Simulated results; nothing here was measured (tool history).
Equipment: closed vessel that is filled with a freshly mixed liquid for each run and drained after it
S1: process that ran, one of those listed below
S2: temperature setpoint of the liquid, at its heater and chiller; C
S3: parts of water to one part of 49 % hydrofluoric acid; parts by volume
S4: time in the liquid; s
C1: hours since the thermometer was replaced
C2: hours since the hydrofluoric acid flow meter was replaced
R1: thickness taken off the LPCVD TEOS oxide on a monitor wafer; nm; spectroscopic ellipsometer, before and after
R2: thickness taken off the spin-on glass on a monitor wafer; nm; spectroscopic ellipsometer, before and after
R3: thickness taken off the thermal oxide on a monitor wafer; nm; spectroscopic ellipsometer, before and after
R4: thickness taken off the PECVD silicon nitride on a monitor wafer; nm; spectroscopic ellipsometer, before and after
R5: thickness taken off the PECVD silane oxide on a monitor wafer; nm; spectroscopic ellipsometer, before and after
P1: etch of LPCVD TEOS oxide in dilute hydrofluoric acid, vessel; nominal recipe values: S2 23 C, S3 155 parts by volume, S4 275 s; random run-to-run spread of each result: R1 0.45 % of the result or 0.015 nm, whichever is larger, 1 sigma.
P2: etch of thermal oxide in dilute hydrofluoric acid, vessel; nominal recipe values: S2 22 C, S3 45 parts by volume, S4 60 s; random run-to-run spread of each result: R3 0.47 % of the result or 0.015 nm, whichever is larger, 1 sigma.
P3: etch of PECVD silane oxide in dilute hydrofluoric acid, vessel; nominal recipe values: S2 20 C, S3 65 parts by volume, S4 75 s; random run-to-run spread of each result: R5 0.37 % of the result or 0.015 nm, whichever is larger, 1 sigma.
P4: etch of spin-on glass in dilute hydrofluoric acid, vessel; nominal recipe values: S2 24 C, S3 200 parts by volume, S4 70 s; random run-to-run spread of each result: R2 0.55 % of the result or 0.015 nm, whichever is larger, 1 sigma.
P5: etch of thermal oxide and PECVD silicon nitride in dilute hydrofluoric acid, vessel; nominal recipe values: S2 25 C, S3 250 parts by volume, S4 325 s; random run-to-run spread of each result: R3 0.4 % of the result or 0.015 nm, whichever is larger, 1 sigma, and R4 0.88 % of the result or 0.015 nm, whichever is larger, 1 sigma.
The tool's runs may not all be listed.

Run 1, hour 7.5: S1 P1, S2 23 C, S3 155 parts by volume, S4 275 s; C1 968.1; C2 171.2. Result: R1 32.927 nm.
Run 2, hour 18.8: S1 P4, S2 24 C, S3 200 parts by volume, S4 70 s; C1 979.4; C2 182.5. Result: R2 12.888 nm.
Run 3, hour 28.1: S1 P1, S2 23 C, S3 155 parts by volume, S4 425 s; C1 988.7; C2 191.8. Result: R1 50.719 nm.
Run 4, hour 40.1: S1 P1, S2 19 C, S3 155 parts by volume, S4 275 s; C1 1000.7; C2 203.8. Result: R1 28.076 nm.
Run 5, hour 51.5: S1 P2, S2 22 C, S3 45 parts by volume, S4 60 s; C1 1012.1; C2 215.2. Result: R3 5.9801 nm.
Run 6, hour 60.2: S1 P5, S2 25 C, S3 425 parts by volume, S4 325 s; C1 1020.8; C2 223.9. Result: R3 2.6057 nm, R4 1.6363 nm.
Run 7, hour 69.5: S1 P2, S2 22 C, S3 65 parts by volume, S4 60 s; C1 1030.1; C2 233.2. Result: R3 4.049 nm.
Run 8, hour 81.4: S1 P3, S2 28 C, S3 65 parts by volume, S4 75 s; C1 1042; C2 245.1. Result: R5 56.24 nm.
Run 9, hour 87.7: S1 P4, S2 24 C, S3 200 parts by volume, S4 70 s; C1 1048.3; C2 251.4. Result: R2 12.981 nm.
Run 10, hour 97.1: S1 P2, S2 22 C, S3 45 parts by volume, S4 60 s; C1 1057.7; C2 260.8. Result: R3 5.9971 nm.
Run 11, hour 108.8: S1 P3, S2 20 C, S3 110 parts by volume, S4 75 s; C1 1069.4; C2 272.5. Result: R5 22.961 nm.
Run 12, hour 115.5: S1 P1, S2 28 C, S3 70 parts by volume, S4 275 s; C1 1076.1; C2 279.2. Result: R1 98.222 nm.
At hour 121.5: hydrofluoric acid flow meter replaced.
Run 13, hour 127.5: S1 P4, S2 24 C, S3 345 parts by volume, S4 70 s; C1 1088.1; C2 6.1. Result: R2 6.4975 nm.
Run 14, hour 137.3: S1 P1, S2 23 C, S3 275 parts by volume, S4 275 s; C1 1097.9; C2 15.9. Result: R1 16.478 nm.
Run 15, hour 146.1: S1 P3, S2 20 C, S3 65 parts by volume, S4 30 s; C1 1106.7; C2 24.7. Result: R5 16.329 nm.
Run 16, hour 153.4: S1 P5, S2 25 C, S3 250 parts by volume, S4 325 s; C1 1114; C2 32. Result: R3 5.292 nm, R4 2.7966 nm.
Run 17, hour 160.5: S1 P3, S2 20 C, S3 65 parts by volume, S4 75 s; C1 1121.1; C2 39.1. Result: R5 40.76 nm.
Run 18, hour 168.6: S1 P1, S2 23 C, S3 155 parts by volume, S4 275 s; C1 1129.2; C2 47.2. Result: R1 32.821 nm.
Run 19, hour 174.1: S1 P3, S2 20 C, S3 65 parts by volume, S4 75 s; C1 1134.7; C2 52.7. Result: R5 41.064 nm.
Run 20, hour 179.7: S1 P1, S2 23 C, S3 55 parts by volume, S4 275 s; C1 1140.3; C2 58.3. Result: R1 103.91 nm.
Run 21, hour 185.6: S1 P1, S2 27 C, S3 155 parts by volume, S4 275 s; C1 1146.2; C2 64.2. Result: R1 38.06 nm.
Run 22, hour 195.9: S1 P2, S2 17 C, S3 45 parts by volume, S4 60 s; C1 1156.5; C2 74.5. Result: R3 4.8511 nm.
Run 23, hour 201.9: S1 P1, S2 23 C, S3 155 parts by volume, S4 275 s; C1 1162.5; C2 80.5. Result: R1 33.169 nm.
Run 24, hour 207.6: S1 P1, S2 23 C, S3 155 parts by volume, S4 60 s; C1 1168.2; C2 86.2. Result: R1 7.1965 nm.
Run 25, hour 214.5: S1 P5, S2 25 C, S3 250 parts by volume, S4 535 s; C1 1175.1; C2 93.1. Result: R3 8.6247 nm, R4 4.5809 nm.
Run 26, hour 225.3: S1 P5, S2 29 C, S3 250 parts by volume, S4 325 s; C1 1185.9; C2 103.9. Result: R3 6.0839 nm, R4 3.486 nm.
Run 27, hour 235.2: S1 P4, S2 28.5 C, S3 200 parts by volume, S4 70 s; C1 1195.8; C2 113.8. Result: R2 15.421 nm.
Run 28, hour 243.5: S1 P2, S2 22 C, S3 45 parts by volume, S4 30 s; C1 1204.1; C2 122.1. Result: R3 3.052 nm.
Run 29, hour 253.9: S1 P4, S2 24 C, S3 200 parts by volume, S4 115 s; C1 1214.5; C2 132.5. Result: R2 21.294 nm.
Run 30, hour 259.8: S1 P1, S2 23 C, S3 155 parts by volume, S4 275 s; C1 1220.4; C2 138.4. Result: R1 32.772 nm.
Run 31, hour 270.9: S1 P1, S2 23 C, S3 155 parts by volume, S4 275 s; C1 1231.5; C2 149.5. Result: R1 33.003 nm.
Run 32, hour 276.8: S1 P1, S2 23 C, S3 155 parts by volume, S4 275 s; C1 1237.4; C2 155.4. Result: R1 32.974 nm.
Run 33, hour 288.5: S1 P1, S2 23 C, S3 155 parts by volume, S4 275 s; C1 1249.1; C2 167.1. Result: R1 34.201 nm.
Run 34, hour 295.1: S1 P1, S2 23 C, S3 155 parts by volume, S4 275 s; C1 1255.7; C2 173.7. Result: R1 34.828 nm.
Run 35, hour 303.8: S1 P1, S2 23 C, S3 155 parts by volume, S4 275 s; C1 1264.4; C2 182.4. Result: R1 35.011 nm.
Run 36, hour 315.9: S1 P1, S2 23 C, S3 155 parts by volume, S4 275 s; C1 1276.5; C2 194.5. Result: R1 35.287 nm.
Run 37, hour 324.3: S1 P1, S2 23 C, S3 155 parts by volume, S4 275 s; C1 1284.9; C2 202.9. Result: R1 35.112 nm.
Run 38, hour 330.5: S1 P1, S2 23 C, S3 155 parts by volume, S4 275 s; C1 1291.1; C2 209.1. Result: R1 35.2 nm.

P1 no longer gives what it gave before; its output has crept away from where it was. The following 2 causes, each at its listed size, fit the log equally well:
A: liquid hotter than its thermometer reads (K) = 1.86
B: hydrofluoric acid flow above the setpoint (%) = 6.26
At approximately hour 276.8, the process output began to creep.

Consider the 4 check runs below, whose results appear as question marks and each of which averages 2 wafers. Which one distinguishes the causes, in that each cause would give it a clearly different result?
Run check 1, hour 336.7: S1 P5, S2 25 C, S3 250 parts by volume, S4 445 s. Result: R3 ?, R4 ?.
Run check 2, hour 336.7: S1 P4, S2 24 C, S3 200 parts by volume, S4 105 s. Result: R2 ?.
Run check 3, hour 336.7: S1 P2, S2 22 C, S3 60 parts by volume, S4 30 s. Result: R3 ?.
Run check 4, hour 336.7: S1 P3, S2 26.5 C, S3 110 parts by volume, S4 75 s. Result: R5 ?.

If the cause were each of the candidates in turn, the checks would give the following:
  check  result    if A    if B
check 1      R3  7.6952  7.7813
check 1      R4  4.2458  4.0271
check 2      R2  20.855  20.969
check 3      R3  2.3852  2.3578
check 4      R5  31.926  31.869
Per-check spread between the two closest causes, in the result where they differ most: check 1 5.29 %; check 2 0.54 %; check 3 1.16 %; check 4 0.18 %
Only in check 1 would the causes give clearly different results; in the remaining checks their results would be nearly the same.

Then check 1 was run and gave: R3 7.7547 nm; R4 4.0184 nm. Which cause is it?

It is B: hydrofluoric acid flow above the setpoint (%).
